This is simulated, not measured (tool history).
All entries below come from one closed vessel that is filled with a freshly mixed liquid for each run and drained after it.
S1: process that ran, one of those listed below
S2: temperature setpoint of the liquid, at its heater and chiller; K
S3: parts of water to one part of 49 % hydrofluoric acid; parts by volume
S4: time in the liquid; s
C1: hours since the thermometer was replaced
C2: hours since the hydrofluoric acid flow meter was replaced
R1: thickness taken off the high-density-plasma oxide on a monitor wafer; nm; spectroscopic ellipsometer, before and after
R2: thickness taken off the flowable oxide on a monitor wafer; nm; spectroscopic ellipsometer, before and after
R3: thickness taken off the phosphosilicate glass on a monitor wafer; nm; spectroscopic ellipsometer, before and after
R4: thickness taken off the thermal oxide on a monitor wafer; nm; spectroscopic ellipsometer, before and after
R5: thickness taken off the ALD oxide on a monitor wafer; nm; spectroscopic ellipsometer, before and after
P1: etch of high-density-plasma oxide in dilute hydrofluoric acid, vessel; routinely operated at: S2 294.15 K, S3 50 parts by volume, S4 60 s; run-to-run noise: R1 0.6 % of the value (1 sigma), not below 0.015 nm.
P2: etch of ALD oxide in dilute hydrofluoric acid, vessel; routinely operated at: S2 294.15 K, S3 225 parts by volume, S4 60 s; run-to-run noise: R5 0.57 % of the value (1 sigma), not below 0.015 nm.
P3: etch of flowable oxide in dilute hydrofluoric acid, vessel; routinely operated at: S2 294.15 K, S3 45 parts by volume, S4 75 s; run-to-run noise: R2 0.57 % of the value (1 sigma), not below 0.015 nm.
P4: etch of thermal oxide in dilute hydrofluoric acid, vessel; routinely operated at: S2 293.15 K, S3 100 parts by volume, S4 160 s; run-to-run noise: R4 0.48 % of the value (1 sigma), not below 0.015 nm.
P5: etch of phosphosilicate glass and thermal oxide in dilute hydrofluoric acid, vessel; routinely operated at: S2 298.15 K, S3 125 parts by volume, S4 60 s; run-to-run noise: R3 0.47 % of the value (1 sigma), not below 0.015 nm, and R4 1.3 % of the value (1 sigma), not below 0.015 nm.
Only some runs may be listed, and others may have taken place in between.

Run 1, hour 16: S1 P1, S2 294.15 K, S3 50 parts by volume, S4 60 s; C1 1002.7; C2 1722.8. Result: R1 5.724 nm.
Run 2, hour 24.5: S1 P3, S2 294.15 K, S3 45 parts by volume, S4 30 s; C1 1011.2; C2 1731.3. Result: R2 17.063 nm.
Run 3, hour 33.4: S1 P1, S2 294.15 K, S3 50 parts by volume, S4 60 s; C1 1020.1; C2 1740.2. Result: R1 5.7255 nm.
Run 4, hour 45.5: S1 P5, S2 298.15 K, S3 45 parts by volume, S4 60 s; C1 1032.2; C2 1752.3. Result: R3 168.59 nm, R4 6.8298 nm.
Run 5, hour 61.7: S1 P5, S2 298.15 K, S3 125 parts by volume, S4 30 s; C1 1048.4; C2 1768.5. Result: R3 27.707 nm, R4 1.0903 nm.
Run 6, hour 73.8: S1 P5, S2 305.15 K, S3 125 parts by volume, S4 60 s; C1 1060.5; C2 1780.6. Result: R3 70.918 nm, R4 2.8854 nm.
Run 7, hour 82: S1 P4, S2 293.15 K, S3 100 parts by volume, S4 30 s; C1 1068.7; C2 1788.8. Result: R4 1.2126 nm.
Run 8, hour 90.5: S1 P1, S2 290.15 K, S3 70 parts by volume, S4 60 s; C1 1077.2; C2 1797.3. Result: R1 3.3855 nm.
Run 9, hour 99.2: S1 P1, S2 294.15 K, S3 50 parts by volume, S4 30 s; C1 1085.9; C2 1806. Result: R1 2.885 nm.
Run 10, hour 109.8: S1 P2, S2 294.15 K, S3 395 parts by volume, S4 60 s; C1 1096.5; C2 1816.6. Result: R5 2.2222 nm.
Run 11, hour 123: S1 P2, S2 294.15 K, S3 225 parts by volume, S4 60 s; C1 1109.7; C2 1829.8. Result: R5 4.5271 nm.
Run 12, hour 138.5: S1 P3, S2 290.15 K, S3 45 parts by volume, S4 75 s; C1 1125.2; C2 1845.3. Result: R2 36.021 nm.
Run 13, hour 149.2: S1 P2, S2 290.15 K, S3 225 parts by volume, S4 60 s; C1 1135.9; C2 1856. Result: R5 3.8549 nm.
Run 14, hour 166.5: S1 P2, S2 294.15 K, S3 225 parts by volume, S4 120 s; C1 1153.2; C2 1873.3. Result: R5 9.0708 nm.
Run 15, hour 177: S1 P1, S2 294.15 K, S3 50 parts by volume, S4 60 s; C1 1163.7; C2 1883.8. Result: R1 5.7751 nm.
Run 16, hour 193: S1 P1, S2 294.15 K, S3 20 parts by volume, S4 60 s; C1 1179.7; C2 1899.8. Result: R1 14.831 nm.
Run 17, hour 206.8: S1 P4, S2 290.15 K, S3 100 parts by volume, S4 160 s; C1 1193.5; C2 1913.6. Result: R4 5.6851 nm.
Run 18, hour 216.2: S1 P4, S2 293.15 K, S3 100 parts by volume, S4 160 s; C1 1202.9; C2 1923. Result: R4 6.5049 nm.
Run 19, hour 228.9: S1 P1, S2 294.15 K, S3 90 parts by volume, S4 60 s; C1 1215.6; C2 1935.7. Result: R1 3.0542 nm.
Run 20, hour 243: S1 P5, S2 298.15 K, S3 125 parts by volume, S4 60 s; C1 1229.7; C2 1949.8. Result: R3 54.86 nm, R4 2.2023 nm.
Run 21, hour 252.7: S1 P1, S2 300.65 K, S3 90 parts by volume, S4 60 s; C1 1239.4; C2 1959.5. Result: R1 3.9439 nm.
Run 22, hour 262.1: S1 P1, S2 299.65 K, S3 50 parts by volume, S4 60 s; C1 1248.8; C2 1968.9. Result: R1 7.1222 nm.
Run 23, hour 273.9: S1 P1, S2 290.15 K, S3 50 parts by volume, S4 60 s; C1 1260.6; C2 1980.7. Result: R1 4.8106 nm.
Run 24, hour 281.7: S1 P2, S2 294.15 K, S3 225 parts by volume, S4 60 s; C1 1268.4; C2 1988.5. Result: R5 4.4976 nm.
At hour 288.7: thermometer replaced.
Run 25, hour 296.5: S1 P4, S2 293.15 K, S3 175 parts by volume, S4 160 s; C1 7.8; C2 2003.3. Result: R4 3.4424 nm.
Run 26, hour 304.2: S1 P1, S2 294.15 K, S3 50 parts by volume, S4 110 s; C1 15.5; C2 2011. Result: R1 10.608 nm.
Run 27, hour 314.1: S1 P1, S2 290.15 K, S3 30 parts by volume, S4 60 s; C1 25.4; C2 2020.9. Result: R1 8.1591 nm.
Run 28, hour 323.9: S1 P3, S2 294.15 K, S3 45 parts by volume, S4 75 s; C1 35.2; C2 2030.7. Result: R2 43.228 nm.
Run 29, hour 339.4: S1 P1, S2 294.15 K, S3 50 parts by volume, S4 60 s; C1 50.7; C2 2046.2. Result: R1 5.7186 nm.
Run 30, hour 356: S1 P3, S2 294.15 K, S3 45 parts by volume, S4 75 s; C1 67.3; C2 2062.8. Result: R2 42.494 nm.
Run 31, hour 370.8: S1 P1, S2 294.15 K, S3 50 parts by volume, S4 60 s; C1 82.1; C2 2077.6. Result: R1 5.7739 nm.
Run 32, hour 384.6: S1 P3, S2 294.15 K, S3 20 parts by volume, S4 75 s; C1 95.9; C2 2091.4. Result: R2 97.697 nm.
Run 33, hour 397: S1 P1, S2 294.15 K, S3 50 parts by volume, S4 60 s; C1 108.3; C2 2103.8. Result: R1 5.7204 nm.
Run 34, hour 408.3: S1 P1, S2 294.15 K, S3 50 parts by volume, S4 60 s; C1 119.6; C2 2115.1. Result: R1 5.5532 nm.
Run 35, hour 421.1: S1 P1, S2 294.15 K, S3 50 parts by volume, S4 60 s; C1 132.4; C2 2127.9. Result: R1 5.4304 nm.
Run 36, hour 432.3: S1 P1, S2 294.15 K, S3 50 parts by volume, S4 60 s; C1 143.6; C2 2139.1. Result: R1 5.3058 nm.
Run 37, hour 440.8: S1 P1, S2 294.15 K, S3 50 parts by volume, S4 60 s; C1 152.1; C2 2147.6. Result: R1 5.3379 nm.
Run 38, hour 456.3: S1 P1, S2 294.15 K, S3 50 parts by volume, S4 60 s; C1 167.6; C2 2163.1. Result: R1 5.2778 nm.
Run 39, hour 466.7: S1 P1, S2 294.15 K, S3 50 parts by volume, S4 60 s; C1 178; C2 2173.5. Result: R1 5.2507 nm.
Run 40, hour 482.5: S1 P1, S2 294.15 K, S3 50 parts by volume, S4 60 s; C1 193.8; C2 2189.3. Result: R1 5.2032 nm.
Run 41, hour 498.7: S1 P1, S2 294.15 K, S3 50 parts by volume, S4 60 s; C1 210; C2 2205.5. Result: R1 5.2354 nm.
Run 42, hour 509.7: S1 P1, S2 294.15 K, S3 50 parts by volume, S4 60 s; C1 221; C2 2216.5. Result: R1 5.2664 nm.

P1 no longer gives what it gave before; its output has crept away from where it was. The following 2 causes, each at its listed size, fit the log equally well:
A: hydrofluoric acid flow below the setpoint (%) = 8.42
B: liquid colder than its thermometer reads (K) = 2.2
The process output started creeping at around hour 397.

Below are 4 check runs, each averaged over 5 wafers, with their results shown as question marks. Which of them would give clearly different results depending on which cause is behind the drift?
Run check 1, hour 520.7: S1 P5, S2 298.15 K, S3 55 parts by volume, S4 60 s. Result: R3 ?, R4 ?.
Run check 2, hour 520.7: S1 P3, S2 294.15 K, S3 20 parts by volume, S4 30 s. Result: R2 ?.
Run check 3, hour 520.7: S1 P4, S2 290.15 K, S3 100 parts by volume, S4 160 s. Result: R4 ?.
Run check 4, hour 520.7: S1 P2, S2 290.65 K, S3 385 parts by volume, S4 60 s. Result: R5 ?.

What every check run would give for each of its results, assuming each possible cause in turn:
  check  result    if A    if B
check 1      R3  123.88  124.44
check 1      R4  4.9579  4.9806
check 2      R2  36.175  35.982
check 3      R4   5.203  5.2222
check 4      R5  1.8053  1.8697
Per check, the gap between the least separated pair of causes, taken in the result that splits them most: check 1 0.46 %; check 2 0.54 %; check 3 0.37 %; check 4 3.5 %
Of the check runs offered, only check 4 discriminates between the causes; the rest would read about the same regardless of which cause applies.

Then check 4 was run and gave: R5 1.8695 nm. Which cause is it?

It is B: liquid colder than its thermometer reads (K).

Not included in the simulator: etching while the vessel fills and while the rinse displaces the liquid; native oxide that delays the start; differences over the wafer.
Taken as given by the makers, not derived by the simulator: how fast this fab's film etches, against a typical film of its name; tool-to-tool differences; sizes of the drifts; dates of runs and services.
